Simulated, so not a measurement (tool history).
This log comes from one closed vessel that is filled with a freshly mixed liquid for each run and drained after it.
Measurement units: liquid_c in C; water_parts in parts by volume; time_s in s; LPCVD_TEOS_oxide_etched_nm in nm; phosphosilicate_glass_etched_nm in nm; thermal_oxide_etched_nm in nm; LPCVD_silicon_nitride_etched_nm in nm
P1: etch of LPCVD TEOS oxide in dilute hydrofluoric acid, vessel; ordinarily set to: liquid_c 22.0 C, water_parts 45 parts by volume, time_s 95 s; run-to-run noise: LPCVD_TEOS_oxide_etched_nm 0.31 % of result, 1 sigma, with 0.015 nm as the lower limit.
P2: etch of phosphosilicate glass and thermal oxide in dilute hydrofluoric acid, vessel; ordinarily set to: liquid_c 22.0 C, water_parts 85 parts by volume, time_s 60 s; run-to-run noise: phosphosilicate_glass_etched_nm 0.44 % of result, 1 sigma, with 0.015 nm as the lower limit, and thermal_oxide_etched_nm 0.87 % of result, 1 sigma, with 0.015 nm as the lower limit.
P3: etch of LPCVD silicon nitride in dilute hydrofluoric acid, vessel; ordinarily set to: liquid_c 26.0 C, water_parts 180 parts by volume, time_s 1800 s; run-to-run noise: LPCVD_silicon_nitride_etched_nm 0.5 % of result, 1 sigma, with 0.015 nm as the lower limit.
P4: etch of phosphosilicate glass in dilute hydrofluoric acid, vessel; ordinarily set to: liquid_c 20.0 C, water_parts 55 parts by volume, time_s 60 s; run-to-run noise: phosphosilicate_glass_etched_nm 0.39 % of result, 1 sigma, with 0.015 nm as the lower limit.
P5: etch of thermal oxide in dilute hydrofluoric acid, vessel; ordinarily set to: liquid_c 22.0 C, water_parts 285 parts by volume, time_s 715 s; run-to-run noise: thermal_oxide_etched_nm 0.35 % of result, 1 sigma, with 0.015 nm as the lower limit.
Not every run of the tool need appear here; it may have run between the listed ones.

| run | hour | process | liquid_c | water_parts | time_s | hours since the thermometer was replaced | hours since the hydrofluoric acid flow meter was replaced | LPCVD_TEOS_oxide_etched_nm | phosphosilicate_glass_etched_nm | thermal_oxide_etched_nm | LPCVD_silicon_nitride_etched_nm |
|---|---|---|---|---|---|---|---|---|---|---|---|
| 1 | 9.9 | P1 | 22.0 | 45 | 95 | 404.4 | 1002.8 | 59.732 |  |  |  |
| 2 | 20.9 | P2 | 22.0 | 85 | 60 | 415.4 | 1013.8 |  | 49.273 | 3.0962 |  |
| 3 | 26.7 | P1 | 22.0 | 45 | 160 | 421.2 | 1019.6 | 100.550 |  |  |  |
| 4 | 34.6 | P1 | 27.0 | 45 | 95 | 429.1 | 1027.5 | 73.440 |  |  |  |
| 5 | 44.3 | P1 | 22.0 | 45 | 30 | 438.8 | 1037.2 | 18.918 |  |  |  |
| 6 | 53.1 | P4 | 20.0 | 55 | 60 | 447.6 | 1046.0 |  | 58.403 |  |  |
| 7 | 63.0 | P2 | 22.0 | 85 | 30 | 457.5 | 1055.9 |  | 24.668 | 1.5263 |  |
| 8 | 69.9 | P3 | 18.5 | 180 | 1800 | 464.4 | 1062.8 |  |  |  | 3.4969 |
| 9 | 75.8 | P1 | 17.0 | 45 | 95 | 470.3 | 1068.7 | 48.270 |  |  |  |
| 10 | 85.3 | P2 | 22.0 | 85 | 60 | 479.8 | 1078.2 |  | 49.859 | 3.0832 |  |
| 11 | 90.9 | P1 | 22.0 | 30 | 95 | 485.4 | 1083.8 | 91.212 |  |  |  |
| 12 | 100.4 | P5 | 22.0 | 285 | 215 | 494.9 | 1093.3 |  |  | 2.7316 |  |
| 13 | 108.2 | P5 | 22.0 | 285 | 715 | 502.7 | 1101.1 |  |  | 9.1515 |  |
| 14 | 117.9 | P1 | 22.0 | 70 | 95 | 512.4 | 1110.8 | 37.280 |  |  |  |
| 15 | 124.9 | P5 | 22.0 | 285 | 715 | 519.4 | 1117.8 |  |  | 9.1088 |  |
| 16 | 134.1 | P4 | 20.0 | 55 | 30 | 528.6 | 1127.0 |  | 29.021 |  |  |
| 17 | 144.0 | P5 | 22.0 | 65 | 715 | 538.5 | 1136.9 |  |  | 50.8620 |  |
| 18 | 151.6 | P4 | 20.0 | 55 | 60 | 546.1 | 1144.5 |  | 58.006 |  |  |
| 19 | 161.0 | P4 | 27.5 | 55 | 60 | 555.5 | 1153.9 |  | 78.992 |  |  |
| 20 | 167.7 | P3 | 26.0 | 320 | 1800 | 562.2 | 1160.6 |  |  |  | 3.1613 |
| 21 | 175.2 | P1 | 22.0 | 45 | 95 | 569.7 | 1168.1 | 59.635 |  |  |  |
| 22 | 183.8 | P3 | 26.0 | 180 | 2935 | 578.3 | 1176.7 |  |  |  | 9.2990 |
| 23 | 190.4 | P1 | 29.0 | 45 | 30 | 584.9 | 1183.3 | 25.080 |  |  |  |
| 24 | 198.7 | P1 | 22.0 | 45 | 95 | 593.2 | 1191.6 | 59.688 |  |  |  |
| 25 | 208.2 | P2 | 22.0 | 50 | 60 | 602.7 | 1201.1 |  | 87.687 | 5.4954 |  |
|  | 215.6 | thermometer replaced |
| 26 | 218.8 | P1 | 22.0 | 45 | 95 | 3.3 | 1211.7 | 60.121 |  |  |  |
| 27 | 229.6 | P5 | 17.0 | 285 | 715 | 14.1 | 1222.5 |  |  | 7.6141 |  |
| 28 | 236.4 | P2 | 17.0 | 85 | 60 | 20.9 | 1229.3 |  | 39.902 | 2.5045 |  |
| 29 | 243.8 | P3 | 26.0 | 180 | 1800 | 28.3 | 1236.7 |  |  |  | 5.5972 |
| 30 | 253.1 | P4 | 20.0 | 20 | 60 | 37.6 | 1246.0 |  | 166.380 |  |  |
| 31 | 259.2 | P1 | 22.0 | 45 | 95 | 43.7 | 1252.1 | 59.383 |  |  |  |
| 32 | 264.4 | P1 | 22.0 | 45 | 95 | 48.9 | 1257.3 | 57.794 |  |  |  |
| 33 | 274.2 | P1 | 22.0 | 45 | 95 | 58.7 | 1267.1 | 55.710 |  |  |  |
| 34 | 281.2 | P1 | 22.0 | 45 | 95 | 65.7 | 1274.1 | 55.411 |  |  |  |
| 35 | 287.7 | P1 | 22.0 | 45 | 95 | 72.2 | 1280.6 | 54.837 |  |  |  |
| 36 | 295.5 | P1 | 22.0 | 45 | 95 | 80.0 | 1288.4 | 54.695 |  |  |  |
| 37 | 301.3 | P1 | 22.0 | 45 | 95 | 85.8 | 1294.2 | 54.362 |  |  |  |
| 38 | 306.4 | P1 | 22.0 | 45 | 95 | 90.9 | 1299.3 | 54.196 |  |  |  |
| 39 | 315.2 | P1 | 22.0 | 45 | 95 | 99.7 | 1308.1 | 54.070 |  |  |  |

P1 has crept away from where it was. The log is fitted equally well by each of these 2 causes, at the sizes shown:
A: liquid colder than its thermometer reads (K) = 2.24
B: hydrofluoric acid flow below the setpoint (%) = 8.55
The process output started creeping at around hour 259.2.

Consider the 4 single-wafer check runs listed below, results given as question marks: which one distinguishes between the causes by giving clearly different results for each?
| check 1 | 324.0 | P4 | 24.5 | 55 | 60 |  |  |  | ? |  |  |
| check 2 | 324.0 | P2 | 17.0 | 85 | 35 |  |  |  | ? | ? |  |
| check 3 | 324.0 | P3 | 20.5 | 180 | 2740 |  |  |  |  |  | ? |
| check 4 | 324.0 | P5 | 17.0 | 90 | 715 |  |  |  |  | ? |  |

What each check would give under each cause:
| check | result | if A | if B |
|---|---|---|---|
| check 1 | phosphosilicate_glass_etched_nm | 63.824 | 63.576 |
| check 2 | phosphosilicate_glass_etched_nm | 21.217 | 21.184 |
| check 2 | thermal_oxide_etched_nm | 1.3274 | 1.3253 |
| check 3 | LPCVD_silicon_nitride_etched_nm | 5.2348 | 5.5684 |
| check 4 | thermal_oxide_etched_nm | 26.2940 | 26.2370 |
Minimum pairwise separation of causes per check, each pair taken at its best-separating result: check 1 0.39 %; check 2 0.16 %; check 3 6.18 %; check 4 0.22 %
Of the check runs offered, only check 3 discriminates between the causes; the rest would read about the same regardless of which cause applies.

The results of check 3 are: LPCVD_silicon_nitride_etched_nm 5.2297 nm. Based on these, which of the listed causes is it?

The correct cause is A, namely: liquid colder than its thermometer reads (K).
